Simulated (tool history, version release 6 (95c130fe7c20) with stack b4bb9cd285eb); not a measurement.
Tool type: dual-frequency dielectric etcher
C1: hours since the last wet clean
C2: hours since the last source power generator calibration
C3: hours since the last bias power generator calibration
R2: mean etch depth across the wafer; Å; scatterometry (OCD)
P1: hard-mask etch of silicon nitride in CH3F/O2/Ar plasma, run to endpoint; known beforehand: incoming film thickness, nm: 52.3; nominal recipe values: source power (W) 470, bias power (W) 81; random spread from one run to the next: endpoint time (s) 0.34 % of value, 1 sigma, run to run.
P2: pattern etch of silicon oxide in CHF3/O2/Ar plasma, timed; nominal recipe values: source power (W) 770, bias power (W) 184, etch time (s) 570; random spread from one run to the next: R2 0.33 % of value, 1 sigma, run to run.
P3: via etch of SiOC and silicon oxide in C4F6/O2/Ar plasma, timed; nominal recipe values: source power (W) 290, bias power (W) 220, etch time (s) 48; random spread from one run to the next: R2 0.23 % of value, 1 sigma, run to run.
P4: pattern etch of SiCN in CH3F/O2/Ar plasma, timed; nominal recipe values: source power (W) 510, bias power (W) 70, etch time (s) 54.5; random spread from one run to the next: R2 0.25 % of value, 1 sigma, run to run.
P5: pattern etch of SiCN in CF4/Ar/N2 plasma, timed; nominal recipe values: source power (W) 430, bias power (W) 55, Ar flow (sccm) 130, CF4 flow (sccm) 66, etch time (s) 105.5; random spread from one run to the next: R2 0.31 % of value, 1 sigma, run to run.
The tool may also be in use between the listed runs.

run 1 hour=15.7 | process_that_ran=P1 source_power_(W)=470 bias_power_(W)=81 | C1=414.3 C2=2820 C3=889.6 | endpoint_time_(s)=71.383
run 2 hour=26.4 | process_that_ran=P2 source_power_(W)=770 bias_power_(W)=184 etch_time_(s)=570 | C1=425 C2=2830.7 C3=900.3 | R2=12524
run 3 hour=41.7 | process_that_ran=P5 source_power_(W)=430 bias_power_(W)=55 etch_time_(s)=148.5 Ar_flow_(sccm)=130 CF4_flow_(sccm)=66 | C1=440.3 C2=2846 C3=915.6 | R2=1075.9
run 4 hour=58.5 | process_that_ran=P3 source_power_(W)=290 bias_power_(W)=220 etch_time_(s)=48 | C1=457.1 C2=2862.8 C3=932.4 | R2=506.89
run 5 hour=72 | process_that_ran=P1 source_power_(W)=470 bias_power_(W)=81 | C1=470.6 C2=2876.3 C3=945.9 | endpoint_time_(s)=71.602
run 6 hour=89 | process_that_ran=P4 source_power_(W)=720 bias_power_(W)=70 etch_time_(s)=54.5 | C1=487.6 C2=2893.3 C3=962.9 | R2=253.2
run 7 hour=101.7 | process_that_ran=P2 source_power_(W)=770 bias_power_(W)=128 etch_time_(s)=570 | C1=500.3 C2=2906 C3=975.6 | R2=11129
run 8 hour=110.2 | process_that_ran=P3 source_power_(W)=290 bias_power_(W)=220 etch_time_(s)=36 | C1=508.8 C2=2914.5 C3=984.1 | R2=379.24
run 9 hour=120.9 | process_that_ran=P1 source_power_(W)=470 bias_power_(W)=81 | C1=519.5 C2=2925.2 C3=994.8 | endpoint_time_(s)=71.663
run 10 hour=138.2 | process_that_ran=P4 source_power_(W)=510 bias_power_(W)=70 etch_time_(s)=54.5 | C1=536.8 C2=2942.5 C3=1012.1 | R2=221.92
run 11 hour=154.3 | process_that_ran=P2 source_power_(W)=770 bias_power_(W)=184 etch_time_(s)=386.5 | C1=552.9 C2=2958.6 C3=1028.2 | R2=8543.4
run 12 hour=166.1 | process_that_ran=P1 source_power_(W)=310 bias_power_(W)=98 | C1=564.7 C2=2970.4 C3=1040 | endpoint_time_(s)=78.772
run 13 hour=180.3 | process_that_ran=P1 source_power_(W)=470 bias_power_(W)=48 | C1=578.9 C2=2984.6 C3=1054.2 | endpoint_time_(s)=84.716
run 14 hour=195.1 | process_that_ran=P2 source_power_(W)=1080 bias_power_(W)=184 etch_time_(s)=570 | C1=593.7 C2=2999.4 C3=1069 | R2=14263
run 15 hour=212.6 | process_that_ran=P1 source_power_(W)=470 bias_power_(W)=81 | C1=611.2 C2=3016.9 C3=1086.5 | endpoint_time_(s)=71.941
run 16 hour=223.2 | process_that_ran=P5 source_power_(W)=430 bias_power_(W)=55 etch_time_(s)=105.5 Ar_flow_(sccm)=130 CF4_flow_(sccm)=66 | C1=621.8 C2=3027.5 C3=1097.1 | R2=763.24
run 17 hour=236.4 | process_that_ran=P5 source_power_(W)=250 bias_power_(W)=55 etch_time_(s)=105.5 Ar_flow_(sccm)=130 CF4_flow_(sccm)=66 | C1=635 C2=3040.7 C3=1110.3 | R2=473.46
run 18 hour=246.7 | process_that_ran=P5 source_power_(W)=430 bias_power_(W)=55 etch_time_(s)=105.5 Ar_flow_(sccm)=130 CF4_flow_(sccm)=94 | C1=645.3 C2=3051 C3=1120.6 | R2=815.96
run 19 hour=261.8 | process_that_ran=P1 source_power_(W)=300 bias_power_(W)=81 | C1=660.4 C2=3066.1 C3=1135.7 | endpoint_time_(s)=85.311
run 20 hour=274.4 | process_that_ran=P1 source_power_(W)=620 bias_power_(W)=81 | C1=673 C2=3078.7 C3=1148.3 | endpoint_time_(s)=64.634
run 21 hour=282.9 | process_that_ran=P2 source_power_(W)=770 bias_power_(W)=184 etch_time_(s)=570 | C1=681.5 C2=3087.2 C3=1156.8 | R2=12463
run 22 hour=293.3 | process_that_ran=P3 source_power_(W)=290 bias_power_(W)=137 etch_time_(s)=48 | C1=691.9 C2=3097.6 C3=1167.2 | R2=435.63
run 23 hour=306.1 | process_that_ran=P1 source_power_(W)=470 bias_power_(W)=97 | C1=704.7 C2=3110.4 C3=1180 | endpoint_time_(s)=67.41
run 24 hour=320.4 | process_that_ran=P1 source_power_(W)=470 bias_power_(W)=81 | C1=719 C2=3124.7 C3=1194.3 | endpoint_time_(s)=71.443
run 25 hour=330.1 | process_that_ran=P4 source_power_(W)=510 bias_power_(W)=70 etch_time_(s)=32 | C1=728.7 C2=3134.4 C3=1204 | R2=130.79
run 26 hour=346.1 | process_that_ran=P3 source_power_(W)=290 bias_power_(W)=220 etch_time_(s)=48 | C1=744.7 C2=3150.4 C3=1220 | R2=507.73
run 27 hour=361.6 | process_that_ran=P5 source_power_(W)=430 bias_power_(W)=55 etch_time_(s)=105.5 Ar_flow_(sccm)=130 CF4_flow_(sccm)=66 | C1=760.2 C2=3165.9 C3=1235.5 | R2=763.2
-- hour=370 wet clean of the chamber
run 28 hour=370.1 | process_that_ran=P4 source_power_(W)=510 bias_power_(W)=56 etch_time_(s)=54.5 | C1=0.2 C2=3174.4 C3=1244 | R2=206.72
run 29 hour=386.2 | process_that_ran=P3 source_power_(W)=210 bias_power_(W)=220 etch_time_(s)=48 | C1=16.3 C2=3190.5 C3=1260.1 | R2=450.77
run 30 hour=402.7 | process_that_ran=P5 source_power_(W)=430 bias_power_(W)=74 etch_time_(s)=105.5 Ar_flow_(sccm)=130 CF4_flow_(sccm)=66 | C1=32.8 C2=3207 C3=1276.6 | R2=856.78
run 31 hour=414.1 | process_that_ran=P4 source_power_(W)=510 bias_power_(W)=70 etch_time_(s)=54.5 | C1=44.2 C2=3218.4 C3=1288 | R2=222.39
run 32 hour=431.3 | process_that_ran=P5 source_power_(W)=430 bias_power_(W)=55 etch_time_(s)=105.5 Ar_flow_(sccm)=76 CF4_flow_(sccm)=66 | C1=61.4 C2=3235.6 C3=1305.2 | R2=837.48
run 33 hour=443.6 | process_that_ran=P1 source_power_(W)=470 bias_power_(W)=81 | C1=73.7 C2=3247.9 C3=1317.5 | endpoint_time_(s)=72.111
run 34 hour=454.3 | process_that_ran=P1 source_power_(W)=470 bias_power_(W)=81 | C1=84.4 C2=3258.6 C3=1328.2 | endpoint_time_(s)=71.955
run 35 hour=469.5 | process_that_ran=P1 source_power_(W)=470 bias_power_(W)=81 | C1=99.6 C2=3273.8 C3=1343.4 | endpoint_time_(s)=72.964
run 36 hour=481.3 | process_that_ran=P1 source_power_(W)=470 bias_power_(W)=81 | C1=111.4 C2=3285.6 C3=1355.2 | endpoint_time_(s)=72.632
run 37 hour=495 | process_that_ran=P1 source_power_(W)=470 bias_power_(W)=81 | C1=125.1 C2=3299.3 C3=1368.9 | endpoint_time_(s)=72.698
run 38 hour=507 | process_that_ran=P1 source_power_(W)=470 bias_power_(W)=81 | C1=137.1 C2=3311.3 C3=1380.9 | endpoint_time_(s)=72.556
-- hour=519.8 wet clean of the chamber
run 39 hour=523.5 | process_that_ran=P1 source_power_(W)=470 bias_power_(W)=81 | C1=3.7 C2=3327.8 C3=1397.4 | endpoint_time_(s)=72.696
run 40 hour=533.4 | process_that_ran=P1 source_power_(W)=470 bias_power_(W)=81 | C1=13.6 C2=3337.7 C3=1407.3 | endpoint_time_(s)=73.141
run 41 hour=547.7 | process_that_ran=P1 source_power_(W)=470 bias_power_(W)=81 | C1=27.9 C2=3352 C3=1421.6 | endpoint_time_(s)=73.074

The log shows P1 creeping away from where it was. Any of the 2 causes listed here, at the size stated for it, fits the log just as well as the others:
A: source power that arrives under what is set, % = 4.45
B: bias power that arrives under what is set, % = 4.86
The onset of the drift is placed at about hour 443.6.
The rest of the possible causes, and what rules out each one:
chamber walls in a state that lowers the etch rate, %: serviced at hour 519.8, after the change had begun; the process did not return to its earlier output

Consider the 4 single-wafer check runs listed below, results given as question marks: which one distinguishes between the causes by giving clearly different results for each?
run check 1 hour=562 | process_that_ran=P3 source_power_(W)=290 bias_power_(W)=220 etch_time_(s)=48 | R2=?
run check 2 hour=562 | process_that_ran=P2 source_power_(W)=770 bias_power_(W)=184 etch_time_(s)=570 | R2=?
run check 3 hour=562 | process_that_ran=P4 source_power_(W)=510 bias_power_(W)=70 etch_time_(s)=54.5 | R2=?
run check 4 hour=562 | process_that_ran=P5 source_power_(W)=430 bias_power_(W)=55 etch_time_(s)=105.5 Ar_flow_(sccm)=130 CF4_flow_(sccm)=66 | R2=?

If the cause were each of the candidates in turn, the checks would give the following:
check=check_1 result=R2 if_A=498.74 if_B=498.91
check=check_2 result=R2 if_A=12310 if_B=12323
check=check_3 result=R2 if_A=218.78 if_B=218.81
check=check_4 result=R2 if_A=734.6 if_B=751.54
Per-check spread between the two closest causes, in the result where they differ most: check 1 0.03 %; check 2 0.1 %; check 3 0.02 %; check 4 2.28 %
Of the check runs offered, only check 4 discriminates between the causes; the rest would read about the same regardless of which cause applies.

The results of check 4 are: R2 732.38 Å. Based on these, which of the listed causes is it?

It is A: source power that arrives under what is set, %.

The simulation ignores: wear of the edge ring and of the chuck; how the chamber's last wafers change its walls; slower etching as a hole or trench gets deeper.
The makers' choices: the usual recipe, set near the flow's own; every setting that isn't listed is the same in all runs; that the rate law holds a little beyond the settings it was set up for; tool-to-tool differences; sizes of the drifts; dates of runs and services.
